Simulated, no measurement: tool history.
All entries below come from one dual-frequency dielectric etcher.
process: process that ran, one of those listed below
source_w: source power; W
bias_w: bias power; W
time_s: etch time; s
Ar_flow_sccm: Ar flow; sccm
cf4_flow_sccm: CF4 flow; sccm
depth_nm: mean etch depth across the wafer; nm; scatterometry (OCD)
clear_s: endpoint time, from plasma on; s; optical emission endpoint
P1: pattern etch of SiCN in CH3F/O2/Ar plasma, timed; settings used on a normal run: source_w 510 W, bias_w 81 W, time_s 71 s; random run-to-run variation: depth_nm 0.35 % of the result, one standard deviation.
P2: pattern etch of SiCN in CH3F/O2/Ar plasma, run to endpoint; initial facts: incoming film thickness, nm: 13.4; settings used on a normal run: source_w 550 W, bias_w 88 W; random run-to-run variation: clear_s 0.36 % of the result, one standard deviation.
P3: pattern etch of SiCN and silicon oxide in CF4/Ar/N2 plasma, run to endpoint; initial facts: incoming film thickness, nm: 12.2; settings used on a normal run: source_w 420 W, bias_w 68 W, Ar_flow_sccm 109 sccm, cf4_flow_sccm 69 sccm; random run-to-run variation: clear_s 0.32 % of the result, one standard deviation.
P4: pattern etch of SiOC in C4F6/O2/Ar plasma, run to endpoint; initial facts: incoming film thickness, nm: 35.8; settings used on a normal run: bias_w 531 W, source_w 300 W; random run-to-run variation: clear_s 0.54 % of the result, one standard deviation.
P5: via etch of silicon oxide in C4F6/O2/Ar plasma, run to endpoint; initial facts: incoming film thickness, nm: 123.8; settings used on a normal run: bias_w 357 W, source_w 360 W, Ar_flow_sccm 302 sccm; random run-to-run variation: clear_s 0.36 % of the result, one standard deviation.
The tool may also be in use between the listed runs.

{"run": 1, "hour": 6.3, "process": "P1", "source_w": 510, "bias_w": 81, "time_s": 71, "depth_nm": 31.804}
{"run": 2, "hour": 15.4, "process": "P1", "source_w": 510, "bias_w": 96, "time_s": 71, "depth_nm": 33.91}
{"run": 3, "hour": 22.0, "process": "P4", "source_w": 430, "bias_w": 531, "clear_s": 11.171}
{"run": 4, "hour": 29.9, "process": "P1", "source_w": 510, "bias_w": 81, "time_s": 71, "depth_nm": 32.155}
{"run": 5, "hour": 36.5, "process": "P1", "source_w": 390, "bias_w": 81, "time_s": 71, "depth_nm": 28.948}
{"run": 6, "hour": 44.8, "process": "P3", "source_w": 340, "bias_w": 68, "Ar_flow_sccm": 109, "cf4_flow_sccm": 69, "clear_s": 18.808}
{"run": 7, "hour": 55.7, "process": "P4", "source_w": 300, "bias_w": 531, "clear_s": 12.906}
{"run": 8, "hour": 65.1, "process": "P2", "source_w": 550, "bias_w": 88, "clear_s": 29.419}
{"run": 9, "hour": 74.7, "process": "P1", "source_w": 510, "bias_w": 81, "time_s": 89, "depth_nm": 39.814}
{"run": 10, "hour": 84.9, "process": "P3", "source_w": 420, "bias_w": 68, "Ar_flow_sccm": 109, "cf4_flow_sccm": 69, "clear_s": 15.604}
{"run": 11, "hour": 91.5, "process": "P5", "source_w": 360, "bias_w": 460, "Ar_flow_sccm": 302, "clear_s": 29.809}
{"run": 12, "hour": 104.2, "process": "P1", "source_w": 680, "bias_w": 81, "time_s": 71, "depth_nm": 35.747}
{"run": 13, "hour": 111.7, "process": "P1", "source_w": 380, "bias_w": 81, "time_s": 99, "depth_nm": 39.99}
{"run": 14, "hour": 118.7, "process": "P1", "source_w": 510, "bias_w": 49, "time_s": 71, "depth_nm": 26.962}
{"run": 15, "hour": 131.0, "process": "P4", "source_w": 300, "bias_w": 335, "clear_s": 15.129}
{"run": 16, "hour": 137.7, "process": "P1", "source_w": 510, "bias_w": 81, "time_s": 71, "depth_nm": 31.98}
{"run": 17, "hour": 148.2, "process": "P1", "source_w": 510, "bias_w": 81, "time_s": 54, "depth_nm": 24.374}
{"run": 18, "hour": 156.3, "process": "P3", "source_w": 420, "bias_w": 68, "Ar_flow_sccm": 82, "cf4_flow_sccm": 69, "clear_s": 15.116}
{"run": 19, "hour": 168.8, "process": "P3", "source_w": 420, "bias_w": 89, "Ar_flow_sccm": 109, "cf4_flow_sccm": 69, "clear_s": 14.178}
{"run": 20, "hour": 177.3, "process": "P5", "source_w": 270, "bias_w": 357, "Ar_flow_sccm": 302, "clear_s": 36.076}
{"run": 21, "hour": 183.6, "process": "P2", "source_w": 680, "bias_w": 88, "clear_s": 27.363}
{"run": 22, "hour": 192.4, "process": "P5", "source_w": 360, "bias_w": 357, "Ar_flow_sccm": 302, "clear_s": 32.546}
{"run": 23, "hour": 204.5, "process": "P2", "source_w": 550, "bias_w": 88, "clear_s": 29.773}
{"run": 24, "hour": 210.5, "process": "P1", "source_w": 510, "bias_w": 81, "time_s": 71, "depth_nm": 31.822}
{"run": 25, "hour": 219.7, "process": "P1", "source_w": 510, "bias_w": 81, "time_s": 71, "depth_nm": 31.886}
{"run": 26, "hour": 229.7, "process": "P5", "source_w": 360, "bias_w": 357, "Ar_flow_sccm": 302, "clear_s": 32.587}
{"hour": 236.9, "done": "source power generator calibrated"}
{"run": 27, "hour": 240.5, "process": "P5", "source_w": 360, "bias_w": 357, "Ar_flow_sccm": 415, "clear_s": 33.651}
{"run": 28, "hour": 247.6, "process": "P4", "source_w": 300, "bias_w": 531, "clear_s": 12.803}
{"run": 29, "hour": 258.8, "process": "P1", "source_w": 510, "bias_w": 81, "time_s": 71, "depth_nm": 32.194}
{"run": 30, "hour": 268.9, "process": "P3", "source_w": 420, "bias_w": 68, "Ar_flow_sccm": 109, "cf4_flow_sccm": 97, "clear_s": 14.937}
{"run": 31, "hour": 275.9, "process": "P1", "source_w": 510, "bias_w": 59, "time_s": 39, "depth_nm": 15.789}
{"run": 32, "hour": 283.2, "process": "P2", "source_w": 550, "bias_w": 52, "clear_s": 35.596}
{"run": 33, "hour": 290.7, "process": "P1", "source_w": 510, "bias_w": 81, "time_s": 71, "depth_nm": 31.797}
{"run": 34, "hour": 301.1, "process": "P1", "source_w": 510, "bias_w": 81, "time_s": 71, "depth_nm": 32.083}
{"run": 35, "hour": 311.4, "process": "P1", "source_w": 510, "bias_w": 81, "time_s": 71, "depth_nm": 32.263}
{"run": 36, "hour": 321.0, "process": "P1", "source_w": 510, "bias_w": 81, "time_s": 71, "depth_nm": 32.427}
{"run": 37, "hour": 329.3, "process": "P1", "source_w": 510, "bias_w": 81, "time_s": 71, "depth_nm": 32.387}
{"run": 38, "hour": 337.4, "process": "P1", "source_w": 510, "bias_w": 81, "time_s": 71, "depth_nm": 32.353}
{"hour": 343.6, "done": "wet clean of the chamber"}
{"run": 39, "hour": 346.7, "process": "P1", "source_w": 510, "bias_w": 81, "time_s": 71, "depth_nm": 32.602}
{"run": 40, "hour": 352.3, "process": "P1", "source_w": 510, "bias_w": 81, "time_s": 71, "depth_nm": 32.207}
{"run": 41, "hour": 363.3, "process": "P1", "source_w": 510, "bias_w": 81, "time_s": 71, "depth_nm": 32.494}
{"run": 42, "hour": 374.0, "process": "P1", "source_w": 510, "bias_w": 81, "time_s": 71, "depth_nm": 32.435}

P1 no longer gives what it gave before; its output has crept away from where it was. The following 2 causes, each at its listed size, fit the log equally well:
A: bias power that arrives over what is set, % = 4.99
B: source power that arrives over what is set, % = 4.75
Onset of the creep was near hour 290.7.
The rest of the possible causes, and what rules out each one:
chamber walls in a state that raises the etch rate, %: serviced after onset, at hour 343.6, with no recovery of the prior output

Below are 4 check runs, each on a single wafer, with their results shown as question marks. Which of them would tell the listed causes apart, meaning the causes would give clearly different results under it?
{"run": "check 1", "hour": 384.7, "process": "P2", "source_w": 550, "bias_w": 88, "clear_s": "?"}
{"run": "check 2", "hour": 384.7, "process": "P3", "source_w": 420, "bias_w": 68, "Ar_flow_sccm": 109, "cf4_flow_sccm": 69, "clear_s": "?"}
{"run": "check 3", "hour": 384.7, "process": "P5", "source_w": 360, "bias_w": 357, "Ar_flow_sccm": 302, "clear_s": "?"}
{"run": "check 4", "hour": 384.7, "process": "P4", "source_w": 300, "bias_w": 531, "clear_s": "?"}

Check results expected under each cause:
check=check_1 result=clear_s if_A=29.088 if_B=29.096
check=check_2 result=clear_s if_A=15.412 if_B=15.043
check=check_3 result=clear_s if_A=31.968 if_B=31.971
check=check_4 result=clear_s if_A=12.517 if_B=12.538
Per-check spread between the two closest causes, in the result where they differ most: check 1 0.03 %; check 2 2.43 %; check 3 0.01 %; check 4 0.16 %
Check 2 tells the causes apart: in the others they would give nearly the same result.

Check 2 has now been run. It gave: clear_s 15.001 s. Which of the candidate causes is it?

It is B: source power that arrives over what is set, %.

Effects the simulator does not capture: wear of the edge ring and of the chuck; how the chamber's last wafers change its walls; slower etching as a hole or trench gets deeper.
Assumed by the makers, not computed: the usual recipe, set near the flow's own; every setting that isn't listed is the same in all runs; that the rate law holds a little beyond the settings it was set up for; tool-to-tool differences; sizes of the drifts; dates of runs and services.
